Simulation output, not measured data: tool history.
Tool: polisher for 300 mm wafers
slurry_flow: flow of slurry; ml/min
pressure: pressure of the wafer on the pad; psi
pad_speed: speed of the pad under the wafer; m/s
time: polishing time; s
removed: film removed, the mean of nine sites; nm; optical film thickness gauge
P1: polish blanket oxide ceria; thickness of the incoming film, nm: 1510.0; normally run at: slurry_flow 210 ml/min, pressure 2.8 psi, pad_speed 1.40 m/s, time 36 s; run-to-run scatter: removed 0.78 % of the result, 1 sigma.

run,hour,slurry_flow,pressure,pad_speed,time,wafers polished on this pad,hours since the slurry nozzle was cleaned,hours since the head pressure was calibrated,removed
1,10.1,210,2.8,1.40,36,817,650.1,50.0,222.910
2,18.7,125,2.8,1.40,36,953,658.7,58.6,202.900
3,24.4,210,1.3,1.40,46,1042,664.4,64.3,130.340
4,33.0,210,2.8,1.90,36,1178,673.0,72.9,299.830
5,42.5,210,2.8,1.40,36,1328,682.5,82.4,221.280
6,51.4,210,2.8,1.40,36,1468,691.4,91.3,222.540
7,60.4,310,2.8,1.40,36,1610,700.4,100.3,228.560
8,67.5,305,2.8,0.68,36,1722,707.5,107.4,110.670
9,73.0,210,2.8,1.40,36,1808,713.0,112.9,220.050
10,83.2,210,2.8,0.74,36,1969,723.2,123.1,116.110
11,92.5,210,4.3,1.40,36,2116,732.5,132.4,339.760
12,99.6,210,2.8,1.40,16,2228,739.6,139.5,98.694
13,107.8,210,2.8,1.40,57,2357,747.8,147.7,347.790
14,113.2,210,1.3,1.98,36,2442,753.2,153.1,144.430
15,120.2,210,1.4,1.40,36,2552,760.2,160.1,109.670
16,126.7,210,2.8,1.40,36,2655,766.7,166.6,220.110
17,137.0,210,2.8,1.40,36,2817,777.0,176.9,216.390
18,145.6,210,2.8,1.40,36,2953,785.6,185.5,216.740
19,155.8,210,2.8,1.40,36,3114,795.8,195.7,211.560
20,164.5,210,2.8,1.40,36,3251,804.5,204.4,211.040
21,170.4,210,2.8,1.40,36,3344,810.4,210.3,211.220
# hour 170.6: head pressure recalibrated
22,176.6,210,2.8,1.40,36,3442,816.6,6.0,209.580
23,186.9,210,2.8,1.40,36,3604,826.9,16.3,210.500
24,193.8,210,2.8,1.40,36,3713,833.8,23.2,211.170
25,198.5,210,2.8,1.40,36,3787,838.5,27.9,209.230

What P1 gives has crept away from where it was. These 2 causes fit the log equally well, each at the size given:
A: slurry flow missing at the pad, % = 27.9
B: removal rate lost through wear of the pad, % = 4.72
The creep began at about hour 126.7.
Why every other cause is out:
head's pressure below its setpoint, %: serviced at hour 170.6, which brought nothing back

4 check runs are offered, each on 5 wafers whose results are averaged, their results left as question marks. Which one tells the causes apart?
check 1,203.2,130,4.2,1.40,36,,,,?
check 2,203.2,210,1.4,1.40,55,,,,?
check 3,203.2,210,2.8,1.84,16,,,,?
check 4,203.2,210,1.4,1.40,22,,,,?

What each check would give under each cause:
check,result,if A,if B
check 1,removed,284.560,292.200
check 2,removed,160.610,160.600
check 3,removed,122.820,122.810
check 4,removed,64.246,64.239
How far apart the two closest causes lie, in the result that separates them most: check 1 2.65 %; check 2 0.01 %; check 3 0.01 %; check 4 0.01 %
Check 1 tells the causes apart: in the others they would give nearly the same result.

Check 1 was then run and gave: removed 292.520 nm. Which cause is it?

It is B: removal rate lost through wear of the pad, %.

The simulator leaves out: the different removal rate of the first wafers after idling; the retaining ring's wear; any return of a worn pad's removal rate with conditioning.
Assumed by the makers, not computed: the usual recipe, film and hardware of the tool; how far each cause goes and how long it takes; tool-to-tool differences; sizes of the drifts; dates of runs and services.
